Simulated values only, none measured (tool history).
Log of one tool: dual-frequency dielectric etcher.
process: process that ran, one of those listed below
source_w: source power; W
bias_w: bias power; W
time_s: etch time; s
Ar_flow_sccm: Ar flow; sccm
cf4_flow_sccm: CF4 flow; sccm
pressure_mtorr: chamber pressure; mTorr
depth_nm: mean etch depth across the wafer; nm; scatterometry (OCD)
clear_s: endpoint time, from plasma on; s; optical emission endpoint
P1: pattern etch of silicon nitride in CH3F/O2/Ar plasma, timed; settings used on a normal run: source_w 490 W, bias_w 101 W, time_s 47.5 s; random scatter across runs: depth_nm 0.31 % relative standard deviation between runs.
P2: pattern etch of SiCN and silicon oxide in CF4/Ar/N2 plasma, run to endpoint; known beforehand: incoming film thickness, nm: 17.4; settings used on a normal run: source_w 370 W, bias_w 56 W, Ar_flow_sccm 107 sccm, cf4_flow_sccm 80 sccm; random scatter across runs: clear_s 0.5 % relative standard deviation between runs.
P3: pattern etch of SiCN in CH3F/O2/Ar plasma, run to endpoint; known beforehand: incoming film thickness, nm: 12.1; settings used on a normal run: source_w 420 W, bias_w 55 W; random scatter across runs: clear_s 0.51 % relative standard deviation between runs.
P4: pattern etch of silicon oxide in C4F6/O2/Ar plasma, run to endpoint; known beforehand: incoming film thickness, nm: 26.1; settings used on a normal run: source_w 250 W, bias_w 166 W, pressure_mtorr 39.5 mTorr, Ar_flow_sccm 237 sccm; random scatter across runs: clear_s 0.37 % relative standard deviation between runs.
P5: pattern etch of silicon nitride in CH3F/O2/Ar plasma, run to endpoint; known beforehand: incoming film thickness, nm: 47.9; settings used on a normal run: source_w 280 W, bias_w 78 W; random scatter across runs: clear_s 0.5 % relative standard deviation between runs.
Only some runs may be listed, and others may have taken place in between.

| run | hour | process | source_w | bias_w | time_s | Ar_flow_sccm | cf4_flow_sccm | pressure_mtorr | hours since the last wet clean | hours since the last source power generator calibration | hours since the last bias power generator calibration | depth_nm | clear_s |
|---|---|---|---|---|---|---|---|---|---|---|---|---|---|
| 1 | 10.4 | P1 | 490 | 101 | 47.5 |  |  |  | 222.5 | 2060.8 | 1205.1 | 40.102 |  |
| 2 | 25.7 | P2 | 370 | 69 |  | 107 | 80 |  | 237.8 | 2076.1 | 1220.4 |  | 23.6040 |
| 3 | 35.7 | P2 | 370 | 56 |  | 107 | 80 |  | 247.8 | 2086.1 | 1230.4 |  | 25.2020 |
| 4 | 50.3 | P1 | 640 | 101 | 47.5 |  |  |  | 262.4 | 2100.7 | 1245.0 | 44.298 |  |
| 5 | 66.3 | P5 | 280 | 59 |  |  |  |  | 278.4 | 2116.7 | 1261.0 |  | 87.1430 |
| 6 | 84.8 | P5 | 280 | 78 |  |  |  |  | 296.9 | 2135.2 | 1279.5 |  | 78.6290 |
| 7 | 95.3 | P1 | 490 | 101 | 47.5 |  |  |  | 307.4 | 2145.7 | 1290.0 | 40.064 |  |
| 8 | 110.3 | P4 | 250 | 166 |  | 283 |  | 39.5 | 322.4 | 2160.7 | 1305.0 |  | 10.3290 |
| 9 | 126.3 | P1 | 330 | 101 | 47.5 |  |  |  | 338.4 | 2176.7 | 1321.0 | 34.712 |  |
| 10 | 138.6 | P1 | 490 | 101 | 47.5 |  |  |  | 350.7 | 2189.0 | 1333.3 | 40.065 |  |
| 11 | 156.8 | P1 | 490 | 101 | 26.5 |  |  |  | 368.9 | 2207.2 | 1351.5 | 22.439 |  |
| 12 | 175.1 | P1 | 490 | 101 | 62.5 |  |  |  | 387.2 | 2225.5 | 1369.8 | 52.843 |  |
| 13 | 188.6 | P4 | 250 | 211 |  | 237 |  | 39.5 | 400.7 | 2239.0 | 1383.3 |  | 9.3617 |
| 14 | 200.0 | P2 | 230 | 56 |  | 107 | 80 |  | 412.1 | 2250.4 | 1394.7 |  | 38.5780 |
| 15 | 212.0 | P5 | 280 | 78 |  |  |  |  | 424.1 | 2262.4 | 1406.7 |  | 78.8390 |
| 16 | 230.2 | P4 | 180 | 166 |  | 237 |  | 39.5 | 442.3 | 2280.6 | 1424.9 |  | 11.4190 |
| 17 | 240.3 | P2 | 370 | 56 |  | 107 | 104 |  | 452.4 | 2290.7 | 1435.0 |  | 24.1610 |
| 18 | 252.0 | P1 | 490 | 127 | 47.5 |  |  |  | 464.1 | 2302.4 | 1446.7 | 44.102 |  |
| 19 | 261.5 | P3 | 550 | 55 |  |  |  |  | 473.6 | 2311.9 | 1456.2 |  | 31.8610 |
| 20 | 275.9 | P5 | 210 | 78 |  |  |  |  | 488.0 | 2326.3 | 1470.6 |  | 87.4690 |
| 21 | 294.1 | P1 | 490 | 101 | 47.5 |  |  |  | 506.2 | 2344.5 | 1488.8 | 40.185 |  |
| 22 | 307.1 | P1 | 490 | 119 | 38.0 |  |  |  | 519.2 | 2357.5 | 1501.8 | 33.983 |  |
| 23 | 320.3 | P3 | 420 | 55 |  |  |  |  | 532.4 | 2370.7 | 1515.0 |  | 35.1930 |
| 24 | 332.2 | P4 | 250 | 166 |  | 237 |  | 48.5 | 544.3 | 2382.6 | 1526.9 |  | 10.3490 |
| 25 | 342.3 | P1 | 490 | 60 | 47.5 |  |  |  | 554.4 | 2392.7 | 1537.0 | 33.457 |  |
| 26 | 356.0 | P4 | 250 | 166 |  | 237 |  | 39.5 | 568.1 | 2406.4 | 1550.7 |  | 10.0840 |
| 27 | 373.4 | P3 | 420 | 71 |  |  |  |  | 585.5 | 2423.8 | 1568.1 |  | 32.3520 |
| 28 | 390.3 | P2 | 370 | 56 |  | 128 | 80 |  | 602.4 | 2440.7 | 1585.0 |  | 26.0360 |
| 29 | 398.9 | P1 | 490 | 101 | 47.5 |  |  |  | 611.0 | 2449.3 | 1593.6 | 40.013 |  |
| 30 | 410.6 | P1 | 490 | 101 | 47.5 |  |  |  | 622.7 | 2461.0 | 1605.3 | 40.403 |  |
| 31 | 426.6 | P1 | 490 | 101 | 47.5 |  |  |  | 638.7 | 2477.0 | 1621.3 | 40.389 |  |
| 32 | 438.8 | P1 | 490 | 101 | 47.5 |  |  |  | 650.9 | 2489.2 | 1633.5 | 40.569 |  |
| 33 | 454.0 | P1 | 490 | 101 | 47.5 |  |  |  | 666.1 | 2504.4 | 1648.7 | 40.582 |  |
|  | 464.2 | wet clean of the chamber |
| 34 | 471.6 | P1 | 490 | 101 | 47.5 |  |  |  | 7.5 | 2522.0 | 1666.3 | 40.763 |  |

What does the tool deliver on the next run?
| 35 | 489.4 | P1 | 490 | 101 | 47.5 |  |  |  | 25.3 | 2539.8 | 1684.1 | ? |  |

Run 35 gave depth_nm 40.692 nm.

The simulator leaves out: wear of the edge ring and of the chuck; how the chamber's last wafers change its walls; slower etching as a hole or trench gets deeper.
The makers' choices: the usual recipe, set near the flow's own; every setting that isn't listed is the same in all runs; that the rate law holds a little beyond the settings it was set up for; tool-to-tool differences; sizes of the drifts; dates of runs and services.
